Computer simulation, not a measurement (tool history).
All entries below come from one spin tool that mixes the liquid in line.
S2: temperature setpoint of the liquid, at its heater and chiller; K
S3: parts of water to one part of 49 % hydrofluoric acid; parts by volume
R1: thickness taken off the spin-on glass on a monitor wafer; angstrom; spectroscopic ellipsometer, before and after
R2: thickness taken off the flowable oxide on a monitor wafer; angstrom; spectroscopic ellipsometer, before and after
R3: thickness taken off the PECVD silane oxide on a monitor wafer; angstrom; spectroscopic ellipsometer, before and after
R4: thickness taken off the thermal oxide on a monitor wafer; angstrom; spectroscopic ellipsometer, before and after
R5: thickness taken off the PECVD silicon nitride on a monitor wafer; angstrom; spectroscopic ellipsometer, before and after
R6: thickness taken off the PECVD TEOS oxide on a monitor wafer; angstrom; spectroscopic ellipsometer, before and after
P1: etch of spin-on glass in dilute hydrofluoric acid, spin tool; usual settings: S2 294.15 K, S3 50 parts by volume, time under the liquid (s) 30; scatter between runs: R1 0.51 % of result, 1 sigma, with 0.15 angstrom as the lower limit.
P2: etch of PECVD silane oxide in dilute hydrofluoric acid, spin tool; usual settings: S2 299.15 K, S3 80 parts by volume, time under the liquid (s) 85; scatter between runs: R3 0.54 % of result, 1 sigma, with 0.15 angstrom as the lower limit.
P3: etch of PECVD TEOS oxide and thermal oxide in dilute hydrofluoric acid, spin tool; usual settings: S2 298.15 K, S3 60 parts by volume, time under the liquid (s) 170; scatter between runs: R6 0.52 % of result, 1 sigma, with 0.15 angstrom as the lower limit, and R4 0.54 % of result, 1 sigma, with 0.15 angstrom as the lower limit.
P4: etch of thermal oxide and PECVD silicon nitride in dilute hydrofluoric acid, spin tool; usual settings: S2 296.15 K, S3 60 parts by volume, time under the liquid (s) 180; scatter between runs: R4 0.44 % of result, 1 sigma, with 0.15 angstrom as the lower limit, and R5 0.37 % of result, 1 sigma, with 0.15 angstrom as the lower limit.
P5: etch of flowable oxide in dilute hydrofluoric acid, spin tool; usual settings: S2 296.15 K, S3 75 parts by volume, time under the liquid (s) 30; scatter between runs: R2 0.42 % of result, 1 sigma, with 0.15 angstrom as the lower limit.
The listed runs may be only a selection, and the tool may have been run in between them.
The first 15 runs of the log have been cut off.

Run 16, hour 87.6: process that ran P1, S2 290.65 K, S3 50 parts by volume, time under the liquid (s) 15. Result: R1 50.933 angstrom.
Run 17, hour 92.9: process that ran P3, S2 292.65 K, S3 60 parts by volume, time under the liquid (s) 170. Result: R4 119.21 angstrom, R6 207.07 angstrom.
Run 18, hour 97: process that ran P1, S2 290.15 K, S3 85 parts by volume, time under the liquid (s) 30. Result: R1 56.468 angstrom.
Run 19, hour 101.7: process that ran P4, S2 296.15 K, S3 60 parts by volume, time under the liquid (s) 180. Result: R4 144.45 angstrom, R5 87.265 angstrom.
Run 20, hour 105.2: process that ran P1, S2 294.15 K, S3 20 parts by volume, time under the liquid (s) 30. Result: R1 310.22 angstrom.
Run 21, hour 110.6: process that ran P2, S2 299.15 K, S3 115 parts by volume, time under the liquid (s) 85. Result: R3 189.2 angstrom.
Run 22, hour 116.4: process that ran P4, S2 301.15 K, S3 60 parts by volume, time under the liquid (s) 180. Result: R4 177.94 angstrom, R5 121.96 angstrom.
Run 23, hour 123: process that ran P1, S2 294.15 K, S3 50 parts by volume, time under the liquid (s) 30. Result: R1 118.3 angstrom.
Run 24, hour 126.7: process that ran P5, S2 296.15 K, S3 75 parts by volume, time under the liquid (s) 30. Result: R2 155.93 angstrom.
Run 25, hour 132.2: process that ran P1, S2 294.15 K, S3 50 parts by volume, time under the liquid (s) 30. Result: R1 118.64 angstrom.
Run 26, hour 137.1: process that ran P1, S2 294.15 K, S3 50 parts by volume, time under the liquid (s) 15. Result: R1 59.498 angstrom.
Run 27, hour 142.4: process that ran P1, S2 294.15 K, S3 50 parts by volume, time under the liquid (s) 60. Result: R1 237.04 angstrom.

What does the tool deliver on the next run?
Run 28, hour 146.1: process that ran P1, S2 290.15 K, S3 50 parts by volume, time under the liquid (s) 30. Result: R1 ?.

{"run 28": {"R1": 99.303}}
